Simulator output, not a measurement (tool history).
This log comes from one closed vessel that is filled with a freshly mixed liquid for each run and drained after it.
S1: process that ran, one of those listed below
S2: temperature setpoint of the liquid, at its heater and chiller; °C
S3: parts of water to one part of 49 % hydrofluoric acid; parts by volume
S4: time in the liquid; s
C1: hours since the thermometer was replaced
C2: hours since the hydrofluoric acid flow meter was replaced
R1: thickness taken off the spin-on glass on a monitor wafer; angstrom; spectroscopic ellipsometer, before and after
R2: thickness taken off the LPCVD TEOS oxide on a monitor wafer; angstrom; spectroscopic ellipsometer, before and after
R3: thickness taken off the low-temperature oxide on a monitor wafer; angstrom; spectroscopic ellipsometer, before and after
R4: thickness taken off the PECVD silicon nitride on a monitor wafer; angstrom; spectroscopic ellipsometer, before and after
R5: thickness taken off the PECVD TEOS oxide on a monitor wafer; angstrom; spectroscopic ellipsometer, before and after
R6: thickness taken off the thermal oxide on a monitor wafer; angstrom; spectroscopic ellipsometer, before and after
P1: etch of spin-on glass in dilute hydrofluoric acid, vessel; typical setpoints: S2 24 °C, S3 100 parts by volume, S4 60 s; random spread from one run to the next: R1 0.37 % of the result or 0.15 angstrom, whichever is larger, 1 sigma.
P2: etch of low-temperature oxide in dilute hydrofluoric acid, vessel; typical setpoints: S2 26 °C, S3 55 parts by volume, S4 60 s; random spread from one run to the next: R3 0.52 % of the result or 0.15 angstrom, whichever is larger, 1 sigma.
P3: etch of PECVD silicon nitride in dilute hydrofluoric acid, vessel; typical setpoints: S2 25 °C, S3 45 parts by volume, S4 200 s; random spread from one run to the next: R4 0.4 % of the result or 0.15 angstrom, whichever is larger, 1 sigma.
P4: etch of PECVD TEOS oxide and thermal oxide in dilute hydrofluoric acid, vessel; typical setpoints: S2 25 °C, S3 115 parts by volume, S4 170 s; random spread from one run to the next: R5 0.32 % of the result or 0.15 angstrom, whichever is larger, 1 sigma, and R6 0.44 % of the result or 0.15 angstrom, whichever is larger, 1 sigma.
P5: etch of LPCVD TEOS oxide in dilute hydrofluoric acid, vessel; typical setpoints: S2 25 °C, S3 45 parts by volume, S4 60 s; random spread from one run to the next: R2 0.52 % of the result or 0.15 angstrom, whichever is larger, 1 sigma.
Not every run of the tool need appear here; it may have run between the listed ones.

run,hour,S1,S2,S3,S4,C1,C2,R1,R2,R3,R4,R5,R6
1,10.1,P1,24,100,60,1087.2,1297.6,403.93,,,,,
2,23.7,P5,25,45,60,1100.8,1311.2,,291.9,,,,
3,37.2,P1,27.5,60,60,1114.3,1324.7,809,,,,,
4,51.3,P1,17,100,60,1128.4,1338.8,302.49,,,,,
5,61.7,P2,26,80,60,1138.8,1349.2,,,128.81,,,
6,73.6,P1,24,100,60,1150.7,1361.1,405.72,,,,,
7,89.8,P3,25,45,80,1166.9,1377.3,,,,107.05,,
8,103,P1,24,100,60,1180.1,1390.5,406,,,,,
9,111.5,P1,31.5,100,105,1188.6,1399,938.11,,,,,
10,126.4,P1,24,100,60,1203.5,1413.9,404.09,,,,,
11,140.5,P1,30,100,60,1217.6,1428,508.58,,,,,
12,156.6,P5,25,20,60,1233.7,1444.1,,678.77,,,,
13,173,P5,19.5,45,60,1250.1,1460.5,,230.68,,,,
14,183.4,P2,34,55,60,1260.5,1470.9,,,265.62,,,
15,201.1,P1,24,100,30,1278.2,1488.6,200.04,,,,,
16,218.8,P1,24,20,30,1295.9,1506.3,1121.7,,,,,
17,235.5,P2,26,55,115,1312.6,1523,,,370.74,,,
18,249.7,P4,25,215,170,1326.8,1537.2,,,,,80.94,34.866
19,266.2,P5,25,45,60,1343.3,1553.7,,290.41,,,,
20,277,P5,25,45,30,1354.1,1564.5,,145.98,,,,
21,289.8,P1,24,155,60,1366.9,1577.3,243.77,,,,,
22,304.3,P3,19.5,45,200,1381.4,1591.8,,,,181.15,,
23,317,P4,18.5,115,170,1394.1,1604.5,,,,,130.84,56.752
24,334.2,P3,25,25,200,1411.3,1621.7,,,,470.74,,
25,349,P4,25,115,250,1426.1,1636.5,,,,,249.44,108.18
26,360.2,P1,24,100,100,1437.3,1647.7,672.63,,,,,
27,370,P1,24,55,60,1447.1,1657.5,775.69,,,,,

What does the tool deliver on the next run?
28,385.3,P3,25,45,200,1462.4,1672.8,,,,?,,

Run 28 measured R4 267.23 angstrom.
